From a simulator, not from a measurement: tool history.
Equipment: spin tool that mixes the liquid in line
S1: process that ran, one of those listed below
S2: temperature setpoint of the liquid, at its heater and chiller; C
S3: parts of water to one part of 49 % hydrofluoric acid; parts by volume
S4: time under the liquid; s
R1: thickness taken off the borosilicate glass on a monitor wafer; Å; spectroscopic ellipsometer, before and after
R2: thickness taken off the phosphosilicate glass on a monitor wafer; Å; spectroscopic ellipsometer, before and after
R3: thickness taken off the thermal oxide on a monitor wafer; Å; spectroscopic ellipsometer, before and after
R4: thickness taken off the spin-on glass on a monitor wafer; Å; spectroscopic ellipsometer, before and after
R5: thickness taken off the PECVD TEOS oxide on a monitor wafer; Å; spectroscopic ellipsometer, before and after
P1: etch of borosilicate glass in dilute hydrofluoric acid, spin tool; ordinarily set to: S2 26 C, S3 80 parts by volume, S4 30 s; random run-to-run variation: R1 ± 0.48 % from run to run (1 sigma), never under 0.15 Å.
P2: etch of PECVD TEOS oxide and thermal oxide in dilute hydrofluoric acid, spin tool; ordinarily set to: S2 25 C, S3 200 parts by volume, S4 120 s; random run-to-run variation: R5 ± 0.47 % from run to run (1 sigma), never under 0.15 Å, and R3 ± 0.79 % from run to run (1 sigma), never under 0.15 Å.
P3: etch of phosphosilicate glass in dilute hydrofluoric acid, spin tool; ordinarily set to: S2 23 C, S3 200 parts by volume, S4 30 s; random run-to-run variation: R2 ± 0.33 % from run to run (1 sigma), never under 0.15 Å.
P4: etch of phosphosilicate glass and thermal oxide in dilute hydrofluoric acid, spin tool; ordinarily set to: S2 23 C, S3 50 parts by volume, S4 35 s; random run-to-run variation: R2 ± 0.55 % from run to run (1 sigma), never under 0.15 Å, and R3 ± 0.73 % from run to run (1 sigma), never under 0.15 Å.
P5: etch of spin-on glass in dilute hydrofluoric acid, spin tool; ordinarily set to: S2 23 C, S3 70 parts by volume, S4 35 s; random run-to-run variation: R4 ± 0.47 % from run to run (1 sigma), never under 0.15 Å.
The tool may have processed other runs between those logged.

Run 1, hour 10.4: S1 P1, S2 26 C, S3 80 parts by volume, S4 30 s. Result: R1 88.254 Å.
Run 2, hour 19: S1 P4, S2 17 C, S3 50 parts by volume, S4 35 s. Result: R2 332.26 Å, R3 25.682 Å.
Run 3, hour 24.9: S1 P1, S2 26 C, S3 80 parts by volume, S4 15 s. Result: R1 43.48 Å.
Run 4, hour 33.1: S1 P1, S2 26 C, S3 20 parts by volume, S4 30 s. Result: R1 384 Å.
Run 5, hour 40.5: S1 P1, S2 26 C, S3 80 parts by volume, S4 30 s. Result: R1 87.615 Å.
Run 6, hour 51.2: S1 P5, S2 30 C, S3 70 parts by volume, S4 35 s. Result: R4 209.57 Å.
Run 7, hour 61.3: S1 P1, S2 26 C, S3 80 parts by volume, S4 30 s. Result: R1 88.149 Å.
Run 8, hour 68.5: S1 P5, S2 23 C, S3 70 parts by volume, S4 35 s. Result: R4 161.22 Å.
Run 9, hour 78.2: S1 P1, S2 19.5 C, S3 80 parts by volume, S4 30 s. Result: R1 67.006 Å.
Run 10, hour 86.4: S1 P3, S2 23 C, S3 200 parts by volume, S4 15 s. Result: R2 110.72 Å.
Run 11, hour 93.5: S1 P3, S2 17 C, S3 200 parts by volume, S4 30 s. Result: R2 175.69 Å.
Run 12, hour 99.7: S1 P1, S2 26 C, S3 80 parts by volume, S4 30 s. Result: R1 88.17 Å.
Run 13, hour 109: S1 P1, S2 26 C, S3 80 parts by volume, S4 30 s. Result: R1 87.209 Å.
Run 14, hour 115.8: S1 P1, S2 31.5 C, S3 80 parts by volume, S4 30 s. Result: R1 108.42 Å.
Run 15, hour 125.1: S1 P2, S2 25 C, S3 370 parts by volume, S4 120 s. Result: R3 11.64 Å, R5 37.291 Å.
Run 16, hour 132.3: S1 P3, S2 23 C, S3 200 parts by volume, S4 30 s. Result: R2 220.27 Å.
Run 17, hour 140.4: S1 P5, S2 23 C, S3 30 parts by volume, S4 35 s. Result: R4 389.79 Å.
Run 18, hour 147.2: S1 P1, S2 33.5 C, S3 80 parts by volume, S4 50 s. Result: R1 192.82 Å.
At hour 152.2: hydrofluoric acid flow meter replaced.
Run 19, hour 154.5: S1 P4, S2 23 C, S3 50 parts by volume, S4 35 s. Result: R2 427.27 Å, R3 33.154 Å.
Run 20, hour 161.6: S1 P1, S2 26 C, S3 145 parts by volume, S4 30 s. Result: R1 44.376 Å.
Run 21, hour 169: S1 P3, S2 23 C, S3 200 parts by volume, S4 30 s. Result: R2 219.73 Å.
Run 22, hour 177.1: S1 P1, S2 26 C, S3 80 parts by volume, S4 45 s. Result: R1 131.99 Å.
Run 23, hour 184.6: S1 P5, S2 23 C, S3 70 parts by volume, S4 70 s. Result: R4 318.58 Å.
Run 24, hour 195.1: S1 P1, S2 26 C, S3 80 parts by volume, S4 30 s. Result: R1 87.875 Å.
Run 25, hour 201.5: S1 P2, S2 25 C, S3 200 parts by volume, S4 120 s. Result: R3 26.317 Å, R5 81.281 Å.
Run 26, hour 207.1: S1 P2, S2 33 C, S3 200 parts by volume, S4 120 s. Result: R3 34.801 Å, R5 106.56 Å.
Run 27, hour 216.1: S1 P3, S2 23 C, S3 355 parts by volume, S4 30 s. Result: R2 107.35 Å.
Run 28, hour 221.9: S1 P2, S2 25 C, S3 200 parts by volume, S4 65 s. Result: R3 14.032 Å, R5 43.692 Å.
Run 29, hour 230: S1 P4, S2 23 C, S3 50 parts by volume, S4 35 s. Result: R2 430.51 Å, R3 33.493 Å.
Run 30, hour 241: S1 P4, S2 23 C, S3 90 parts by volume, S4 35 s. Result: R2 227.2 Å, R3 17.835 Å.
Run 31, hour 250.9: S1 P5, S2 23 C, S3 70 parts by volume, S4 35 s. Result: R4 159.4 Å.
Run 32, hour 258.1: S1 P4, S2 23 C, S3 50 parts by volume, S4 15 s. Result: R2 182.13 Å, R3 14.554 Å.
Run 33, hour 267: S1 P1, S2 26 C, S3 80 parts by volume, S4 30 s. Result: R1 87.075 Å.
Run 34, hour 274.9: S1 P1, S2 26 C, S3 80 parts by volume, S4 30 s. Result: R1 85.584 Å.
Run 35, hour 281.8: S1 P1, S2 26 C, S3 80 parts by volume, S4 30 s. Result: R1 83.538 Å.
Run 36, hour 290.1: S1 P1, S2 26 C, S3 80 parts by volume, S4 30 s. Result: R1 83.336 Å.
Run 37, hour 299.1: S1 P1, S2 26 C, S3 80 parts by volume, S4 30 s. Result: R1 82.856 Å.
Run 38, hour 307.7: S1 P1, S2 26 C, S3 80 parts by volume, S4 30 s. Result: R1 83.473 Å.
Run 39, hour 313.9: S1 P1, S2 26 C, S3 80 parts by volume, S4 30 s. Result: R1 82.917 Å.
Run 40, hour 323.1: S1 P1, S2 26 C, S3 80 parts by volume, S4 30 s. Result: R1 82.383 Å.
Run 41, hour 334.3: S1 P1, S2 26 C, S3 80 parts by volume, S4 30 s. Result: R1 82.024 Å.
Run 42, hour 340.5: S1 P1, S2 26 C, S3 80 parts by volume, S4 30 s. Result: R1 81.431 Å.
Run 43, hour 346.4: S1 P1, S2 26 C, S3 80 parts by volume, S4 30 s. Result: R1 81.948 Å.

What P1 gives has crept away from where it was. These 2 causes fit the log equally well, each at the size given:
A: hydrofluoric acid flow below the setpoint (%) = 6.07
B: liquid colder than its thermometer reads (K) = 1.75
At approximately hour 267, the process output began to creep.

Each of the check runs listed below is run on 2 wafers and reports their average, with the results left as question marks. Pick the one under which the possible causes would lead to clearly different results.
Run check 1, hour 352.3: S1 P4, S2 23 C, S3 85 parts by volume, S4 15 s. Result: R2 ?, R3 ?.
Run check 2, hour 352.3: S1 P3, S2 17 C, S3 200 parts by volume, S4 30 s. Result: R2 ?.
Run check 3, hour 352.3: S1 P2, S2 32.5 C, S3 340 parts by volume, S4 120 s. Result: R3 ?, R5 ?.
Run check 4, hour 352.3: S1 P5, S2 28 C, S3 70 parts by volume, S4 35 s. Result: R4 ?.

Expected result of each check under each candidate cause:
  check  result    if A    if B
check 1      R2  96.288  96.099
check 1      R3  7.5098  7.4951
check 2      R2  162.76  163.39
check 3      R3  15.656  16.179
check 3      R5  48.126  49.736
check 4      R4  182.31  182.29
Distance between the nearest two causes, measured in the result of the check that separates them most: check 1 0.2 %; check 2 0.39 %; check 3 3.29 %; check 4 0.01 %
Check 3 distinguishes between the causes, while the remaining checks would return nearly the same result for all of them.

The results of check 3 are: R3 15.673 Å; R5 48.379 Å. Based on these, which of the listed causes is it?

Of the candidate causes, it is A: hydrofluoric acid flow below the setpoint (%).
